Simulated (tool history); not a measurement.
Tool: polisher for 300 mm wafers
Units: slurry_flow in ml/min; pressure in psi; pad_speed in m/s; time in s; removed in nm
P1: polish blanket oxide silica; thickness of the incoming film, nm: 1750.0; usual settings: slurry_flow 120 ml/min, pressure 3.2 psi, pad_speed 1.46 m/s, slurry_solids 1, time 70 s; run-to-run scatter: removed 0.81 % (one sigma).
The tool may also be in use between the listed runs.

run   hour  slurry_flow  pressure  pad_speed  slurry_solids  time  wafers polished on this pad  hours since the slurry nozzle was cleaned  hours since the head pressure was calibrated  hours since the slurry blender was calibrated  hours since the conditioning disc was replaced  removed
  1   10.4          120       3.2       1.46              1    70                          295                                      218.7                                           718                                           96.4                                            87.6    259.3
  2   20.5          120       3.2       1.46              1    70                          380                                      228.8                                         728.1                                          106.5                                            97.7   264.43
  3   30.5          120       3.2       0.78              1    70                          464                                      238.8                                         738.1                                          116.5                                           107.7    159.3
  4   37.6          120       3.2       1.46           1.45    70                          524                                      245.9                                         745.2                                          123.6                                           114.8   302.97
  5     47          120       3.2       1.46              1    70                          604                                      255.3                                         754.6                                            133                                           124.2   263.45
  6   58.9          120       3.2       1.46            0.6    70                          704                                      267.2                                         766.5                                          144.9                                           136.1   200.58
  7     66          120       3.2       1.46              1    32                          764                                      274.3                                         773.6                                            152                                           143.2   118.29
  8   72.5          120       3.2       2.24              1    70                          819                                      280.8                                         780.1                                          158.5                                           149.7   364.62
  9   86.2          120       1.9       1.46              1    70                          935                                      294.5                                         793.8                                          172.2                                           163.4   153.77
 10   93.9          120       3.2       1.46              1    70                         1000                                      302.2                                         801.5                                          179.9                                           171.1   259.48
 11    102          120       3.2       1.46            1.2   108                         1068                                      310.3                                         809.6                                            188                                           179.2   438.15
 12  113.7           80       3.2       1.46              1    70                         1167                                        322                                         821.3                                          199.7                                           190.9   236.36
     116.1  -- conditioning disc replaced and pad reconditioned
 13    126           70         4       1.46              1    70                         1271                                      334.3                                         833.6                                            212                                              10   283.88
 14  139.3           80       4.2       1.46              1    70                         1383                                      347.6                                         846.9                                          225.3                                            23.3   310.23

Run 15 comes next. What will it give?
 15  150.9          120       3.2       1.46              1    70                         1481                                      359.2                                         858.5                                          236.9                                            34.9        ?

Run 15 gave removed 259.3 nm.
